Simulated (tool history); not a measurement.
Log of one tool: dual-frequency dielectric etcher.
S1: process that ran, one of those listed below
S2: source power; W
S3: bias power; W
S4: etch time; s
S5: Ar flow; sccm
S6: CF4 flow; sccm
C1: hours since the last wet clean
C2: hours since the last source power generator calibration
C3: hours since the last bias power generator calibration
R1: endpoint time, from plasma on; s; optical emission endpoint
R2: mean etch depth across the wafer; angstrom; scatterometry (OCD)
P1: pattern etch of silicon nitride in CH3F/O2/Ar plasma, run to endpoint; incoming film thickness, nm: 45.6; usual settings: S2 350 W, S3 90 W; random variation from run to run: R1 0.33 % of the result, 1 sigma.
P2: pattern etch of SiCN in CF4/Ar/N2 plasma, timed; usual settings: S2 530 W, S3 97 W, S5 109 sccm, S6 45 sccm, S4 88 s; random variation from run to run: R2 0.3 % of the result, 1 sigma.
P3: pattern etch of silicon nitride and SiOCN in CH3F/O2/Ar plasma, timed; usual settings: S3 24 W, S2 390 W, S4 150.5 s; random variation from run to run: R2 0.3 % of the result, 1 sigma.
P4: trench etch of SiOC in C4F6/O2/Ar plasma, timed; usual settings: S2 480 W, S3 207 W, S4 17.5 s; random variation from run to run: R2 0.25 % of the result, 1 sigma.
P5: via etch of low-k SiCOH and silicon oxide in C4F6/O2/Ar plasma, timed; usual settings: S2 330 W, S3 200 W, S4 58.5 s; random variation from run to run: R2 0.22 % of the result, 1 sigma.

{"run": 1, "hour": 10.5, "S1": "P1", "S2": 350, "S3": 90, "C1": 88.2, "C2": 722.4, "C3": 2069.9, "R1": 65.149}
{"run": 2, "hour": 16.5, "S1": "P5", "S2": 330, "S3": 200, "S4": 58.5, "C1": 94.2, "C2": 728.4, "C3": 2075.9, "R2": 1496}
{"run": 3, "hour": 22.4, "S1": "P1", "S2": 350, "S3": 90, "C1": 100.1, "C2": 734.3, "C3": 2081.8, "R1": 65.762}
{"run": 4, "hour": 31.5, "S1": "P1", "S2": 280, "S3": 90, "C1": 109.2, "C2": 743.4, "C3": 2090.9, "R1": 70.873}
{"run": 5, "hour": 39.2, "S1": "P5", "S2": 330, "S3": 200, "S4": 58.5, "C1": 116.9, "C2": 751.1, "C3": 2098.6, "R2": 1498.3}
{"run": 6, "hour": 48.0, "S1": "P4", "S2": 480, "S3": 207, "S4": 22.5, "C1": 125.7, "C2": 759.9, "C3": 2107.4, "R2": 534.49}
{"hour": 58.4, "done": "source power generator calibrated"}
{"run": 7, "hour": 58.7, "S1": "P1", "S2": 470, "S3": 90, "C1": 136.4, "C2": 0.3, "C3": 2118.1, "R1": 58.994}
{"run": 8, "hour": 63.7, "S1": "P3", "S2": 390, "S3": 24, "S4": 217.5, "C1": 141.4, "C2": 5.3, "C3": 2123.1, "R2": 303.29}
{"run": 9, "hour": 68.3, "S1": "P4", "S2": 580, "S3": 207, "S4": 17.5, "C1": 146, "C2": 9.9, "C3": 2127.7, "R2": 446.21}
{"run": 10, "hour": 77.0, "S1": "P3", "S2": 550, "S3": 24, "S4": 150.5, "C1": 154.7, "C2": 18.6, "C3": 2136.4, "R2": 236.86}
{"run": 11, "hour": 81.7, "S1": "P4", "S2": 480, "S3": 207, "S4": 17.5, "C1": 159.4, "C2": 23.3, "C3": 2141.1, "R2": 417.09}
{"run": 12, "hour": 88.4, "S1": "P2", "S2": 530, "S3": 97, "S4": 88, "S5": 109, "S6": 45, "C1": 166.1, "C2": 30, "C3": 2147.8, "R2": 900.02}
{"run": 13, "hour": 96.6, "S1": "P1", "S2": 350, "S3": 90, "C1": 174.3, "C2": 38.2, "C3": 2156, "R1": 65.211}
{"run": 14, "hour": 105.8, "S1": "P3", "S2": 390, "S3": 24, "S4": 150.5, "C1": 183.5, "C2": 47.4, "C3": 2165.2, "R2": 210.79}
{"run": 15, "hour": 110.9, "S1": "P2", "S2": 530, "S3": 72, "S4": 88, "S5": 109, "S6": 45, "C1": 188.6, "C2": 52.5, "C3": 2170.3, "R2": 804.83}
{"run": 16, "hour": 120.6, "S1": "P2", "S2": 420, "S3": 97, "S4": 88, "S5": 109, "S6": 45, "C1": 198.3, "C2": 62.2, "C3": 2180, "R2": 737.54}
{"run": 17, "hour": 130.6, "S1": "P2", "S2": 530, "S3": 97, "S4": 88, "S5": 109, "S6": 59, "C1": 208.3, "C2": 72.2, "C3": 2190, "R2": 932.72}
{"run": 18, "hour": 138.2, "S1": "P5", "S2": 240, "S3": 200, "S4": 58.5, "C1": 215.9, "C2": 79.8, "C3": 2197.6, "R2": 1318.5}
{"run": 19, "hour": 146.3, "S1": "P3", "S2": 390, "S3": 24, "S4": 150.5, "C1": 224, "C2": 87.9, "C3": 2205.7, "R2": 210.25}
{"run": 20, "hour": 152.6, "S1": "P4", "S2": 480, "S3": 136, "S4": 17.5, "C1": 230.3, "C2": 94.2, "C3": 2212, "R2": 366.88}
{"run": 21, "hour": 158.7, "S1": "P1", "S2": 350, "S3": 90, "C1": 236.4, "C2": 100.3, "C3": 2218.1, "R1": 65.325}

Run 22 comes next. What will it give?
{"run": 22, "hour": 167.2, "S1": "P3", "S2": 390, "S3": 18, "S4": 150.5, "C1": 244.9, "C2": 108.8, "C3": 2226.6, "R2": "?"}

R2: 186.16 angstrom
